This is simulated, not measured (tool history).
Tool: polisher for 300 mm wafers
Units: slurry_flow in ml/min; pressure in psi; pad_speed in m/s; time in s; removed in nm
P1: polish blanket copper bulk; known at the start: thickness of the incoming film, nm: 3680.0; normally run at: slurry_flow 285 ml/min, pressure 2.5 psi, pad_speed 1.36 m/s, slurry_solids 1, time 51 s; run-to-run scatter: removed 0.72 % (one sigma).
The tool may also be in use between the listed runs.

Run 1, day 0.329: slurry_flow 285 ml/min, pressure 2.5 psi, pad_speed 1.36 m/s, slurry_solids 1, time 51 s. Result: removed 510.38 nm.
Run 2, day 0.75: slurry_flow 170 ml/min, pressure 2.5 psi, pad_speed 1.36 m/s, slurry_solids 1, time 51 s. Result: removed 474.81 nm.
Run 3, day 1.054: slurry_flow 285 ml/min, pressure 2.5 psi, pad_speed 1.36 m/s, slurry_solids 1, time 51 s. Result: removed 504.21 nm.
Run 4, day 1.442: slurry_flow 285 ml/min, pressure 2.5 psi, pad_speed 1.36 m/s, slurry_solids 1, time 70 s. Result: removed 696.78 nm.
Run 5, day 1.779: slurry_flow 285 ml/min, pressure 4 psi, pad_speed 1.36 m/s, slurry_solids 1, time 51 s. Result: removed 811.62 nm.
Run 6, day 2.079: slurry_flow 285 ml/min, pressure 2.5 psi, pad_speed 0.86 m/s, slurry_solids 1.2, time 51 s. Result: removed 330.58 nm.
Run 7, day 2.475: slurry_flow 285 ml/min, pressure 2.5 psi, pad_speed 1.36 m/s, slurry_solids 1, time 24 s. Result: removed 238.21 nm.
Run 8, day 2.988: slurry_flow 285 ml/min, pressure 2.5 psi, pad_speed 1.36 m/s, slurry_solids 1, time 51 s. Result: removed 505.89 nm.
Run 9, day 3.496: slurry_flow 285 ml/min, pressure 2.5 psi, pad_speed 1.36 m/s, slurry_solids 1, time 51 s. Result: removed 509.37 nm.
Run 10, day 3.754: slurry_flow 285 ml/min, pressure 1.1 psi, pad_speed 1.36 m/s, slurry_solids 1, time 51 s. Result: removed 223.95 nm.
Run 11, day 4.017: slurry_flow 285 ml/min, pressure 2.5 psi, pad_speed 1.36 m/s, slurry_solids 1, time 51 s. Result: removed 512.01 nm.
Run 12, day 4.404: slurry_flow 285 ml/min, pressure 2.5 psi, pad_speed 0.62 m/s, slurry_solids 1, time 51 s. Result: removed 231.71 nm.
Run 13, day 4.708: slurry_flow 285 ml/min, pressure 2.5 psi, pad_speed 1.36 m/s, slurry_solids 0.7, time 51 s. Result: removed 468.82 nm.
Run 14, day 5.117: slurry_flow 285 ml/min, pressure 2.5 psi, pad_speed 1.94 m/s, slurry_solids 1, time 51 s. Result: removed 736.32 nm.
Run 15, day 5.538: slurry_flow 380 ml/min, pressure 2.5 psi, pad_speed 1.36 m/s, slurry_solids 1, time 51 s. Result: removed 516.93 nm.
Run 16, day 5.992: slurry_flow 175 ml/min, pressure 2.5 psi, pad_speed 1.36 m/s, slurry_solids 0.6, time 51 s. Result: removed 428.11 nm.
Run 17, day 6.433: slurry_flow 285 ml/min, pressure 2.5 psi, pad_speed 1.36 m/s, slurry_solids 1.35, time 51 s. Result: removed 542.47 nm.
Run 18, day 6.921: slurry_flow 285 ml/min, pressure 2.5 psi, pad_speed 1.36 m/s, slurry_solids 1, time 51 s. Result: removed 509.65 nm.
Run 19, day 7.35: slurry_flow 285 ml/min, pressure 2.5 psi, pad_speed 1.36 m/s, slurry_solids 1, time 51 s. Result: removed 507.71 nm.
Run 20, day 7.712: slurry_flow 285 ml/min, pressure 2.5 psi, pad_speed 1.36 m/s, slurry_solids 1, time 51 s. Result: removed 500.8 nm.
Run 21, day 8.108: slurry_flow 285 ml/min, pressure 2.5 psi, pad_speed 1.36 m/s, slurry_solids 1, time 51 s. Result: removed 488.49 nm.
At day 8.133: slurry blender recalibrated.
Run 22, day 8.529: slurry_flow 285 ml/min, pressure 2.5 psi, pad_speed 1.36 m/s, slurry_solids 1, time 51 s. Result: removed 485.43 nm.
At day 8.875: head pressure recalibrated.
Run 23, day 9.042: slurry_flow 285 ml/min, pressure 2.5 psi, pad_speed 1.36 m/s, slurry_solids 1, time 51 s. Result: removed 480.35 nm.
Run 24, day 9.567: slurry_flow 285 ml/min, pressure 2.5 psi, pad_speed 1.36 m/s, slurry_solids 1, time 51 s. Result: removed 482.21 nm.

What P1 gives has crept away from where it was. These 2 causes fit the log equally well, each at the size given:
A: removal rate lost through wear of the pad, % = 5.28
B: slurry flow missing at the pad, % = 37
The creep began at about day 6.921.
Why every other cause is out:
head's pressure below its setpoint, %: serviced at day 8.875, which brought nothing back
abrasive missing from the slurry, %: serviced at day 8.133, which brought nothing back

4 check runs are offered, each on 5 wafers whose results are averaged, their results left as question marks. Which one tells the causes apart?
Run check 1, day 10.092: slurry_flow 285 ml/min, pressure 2.5 psi, pad_speed 1.04 m/s, slurry_solids 1, time 61 s. Result: removed ?.
Run check 2, day 10.092: slurry_flow 285 ml/min, pressure 3.3 psi, pad_speed 1.36 m/s, slurry_solids 1, time 27 s. Result: removed ?.
Run check 3, day 10.092: slurry_flow 185 ml/min, pressure 3.6 psi, pad_speed 1.36 m/s, slurry_solids 1, time 51 s. Result: removed ?.
Run check 4, day 10.092: slurry_flow 285 ml/min, pressure 1.1 psi, pad_speed 1.36 m/s, slurry_solids 1.25, time 51 s. Result: removed ?.

What each check would give under each cause:
  check   result    if A    if B
check 1  removed  441.37  441.39
check 2  removed  337.22  337.23
check 3  removed  661.03  643.48
check 4  removed  222.86  222.87
How far apart the two closest causes lie, in the result that separates them most: check 1 0 %; check 2 0 %; check 3 2.69 %; check 4 0 %
Check 3 tells the causes apart: in the others they would give nearly the same result.

Then check 3 was run and gave: removed 644.53 nm. Which cause is it?

It is B: slurry flow missing at the pad, %.
